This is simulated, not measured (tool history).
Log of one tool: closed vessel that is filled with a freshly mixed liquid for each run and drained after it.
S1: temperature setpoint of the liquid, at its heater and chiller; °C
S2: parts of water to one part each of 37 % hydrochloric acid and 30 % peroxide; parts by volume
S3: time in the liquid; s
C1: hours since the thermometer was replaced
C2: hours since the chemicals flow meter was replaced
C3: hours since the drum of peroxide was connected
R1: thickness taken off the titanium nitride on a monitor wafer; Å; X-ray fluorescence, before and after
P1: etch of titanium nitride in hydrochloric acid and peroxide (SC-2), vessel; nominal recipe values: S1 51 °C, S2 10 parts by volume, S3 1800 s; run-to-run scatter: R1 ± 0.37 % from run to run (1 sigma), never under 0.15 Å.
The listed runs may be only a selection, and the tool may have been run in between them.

{"run": 1, "day": 0.388, "S1": 51, "S2": 10, "S3": 1800, "C1": 1168.9, "C2": 202.3, "C3": 249.9, "R1": 418.65}
{"run": 2, "day": 0.812, "S1": 51, "S2": 17.5, "S3": 435, "C1": 1179.1, "C2": 212.5, "C3": 260.1, "R1": 62.417}
{"run": 3, "day": 1.079, "S1": 36, "S2": 10, "S3": 1800, "C1": 1185.5, "C2": 218.9, "C3": 266.5, "R1": 147.24}
{"run": 4, "day": 1.346, "S1": 40.5, "S2": 5.5, "S3": 1800, "C1": 1191.9, "C2": 225.3, "C3": 272.9, "R1": 323.22}
{"run": 5, "day": 1.571, "S1": 51, "S2": 4, "S3": 1800, "C1": 1197.3, "C2": 230.7, "C3": 278.3, "R1": 834.93}
{"run": 6, "day": 1.871, "S1": 51, "S2": 10, "S3": 1800, "C1": 1204.5, "C2": 237.9, "C3": 285.5, "R1": 415.72}
{"day": 2.162, "done": "thermometer replaced"}
{"run": 7, "day": 2.279, "S1": 51, "S2": 10, "S3": 3585, "C1": 2.8, "C2": 247.7, "C3": 295.3, "R1": 829.22}
{"day": 2.292, "done": "chemicals flow meter replaced"}
{"run": 8, "day": 2.6, "S1": 51, "S2": 10, "S3": 1800, "C1": 10.5, "C2": 7.5, "C3": 303, "R1": 416.43}
{"run": 9, "day": 3.025, "S1": 51, "S2": 15.5, "S3": 1800, "C1": 20.7, "C2": 17.7, "C3": 313.2, "R1": 287.09}
{"run": 10, "day": 3.333, "S1": 51, "S2": 10, "S3": 1800, "C1": 28.1, "C2": 25.1, "C3": 320.6, "R1": 413.69}
{"run": 11, "day": 3.658, "S1": 51, "S2": 10, "S3": 80, "C1": 35.9, "C2": 32.9, "C3": 328.4, "R1": 18.2}
{"run": 12, "day": 3.917, "S1": 51, "S2": 10, "S3": 1800, "C1": 42.1, "C2": 39.1, "C3": 334.6, "R1": 411.92}
{"run": 13, "day": 4.15, "S1": 35.5, "S2": 4.5, "S3": 1800, "C1": 47.7, "C2": 44.7, "C3": 340.2, "R1": 259.26}
{"run": 14, "day": 4.438, "S1": 65, "S2": 10, "S3": 1800, "C1": 54.6, "C2": 51.6, "C3": 347.1, "R1": 1007.1}
{"run": 15, "day": 4.696, "S1": 51, "S2": 10, "S3": 1800, "C1": 60.8, "C2": 57.8, "C3": 353.3, "R1": 414.64}
{"run": 16, "day": 5.042, "S1": 51, "S2": 10, "S3": 1800, "C1": 69.1, "C2": 66.1, "C3": 361.6, "R1": 417.76}
{"run": 17, "day": 5.346, "S1": 51, "S2": 10, "S3": 1800, "C1": 76.4, "C2": 73.4, "C3": 368.9, "R1": 434.72}
{"run": 18, "day": 5.688, "S1": 51, "S2": 10, "S3": 1800, "C1": 84.6, "C2": 81.6, "C3": 377.1, "R1": 442.04}
{"run": 19, "day": 5.921, "S1": 51, "S2": 10, "S3": 1800, "C1": 90.2, "C2": 87.2, "C3": 382.7, "R1": 446.78}
{"run": 20, "day": 6.188, "S1": 51, "S2": 10, "S3": 1800, "C1": 96.6, "C2": 93.6, "C3": 389.1, "R1": 453.07}
{"run": 21, "day": 6.5, "S1": 51, "S2": 10, "S3": 1800, "C1": 104.1, "C2": 101.1, "C3": 396.6, "R1": 452.7}
{"run": 22, "day": 6.762, "S1": 51, "S2": 10, "S3": 1800, "C1": 110.4, "C2": 107.4, "C3": 402.9, "R1": 454.62}

The next listed run, before its measurement:
{"run": 23, "day": 7.121, "S1": 51, "S2": 10, "S3": 1800, "C1": 119, "C2": 116, "C3": 411.5, "R1": "?"}

R1: 456.1 Å
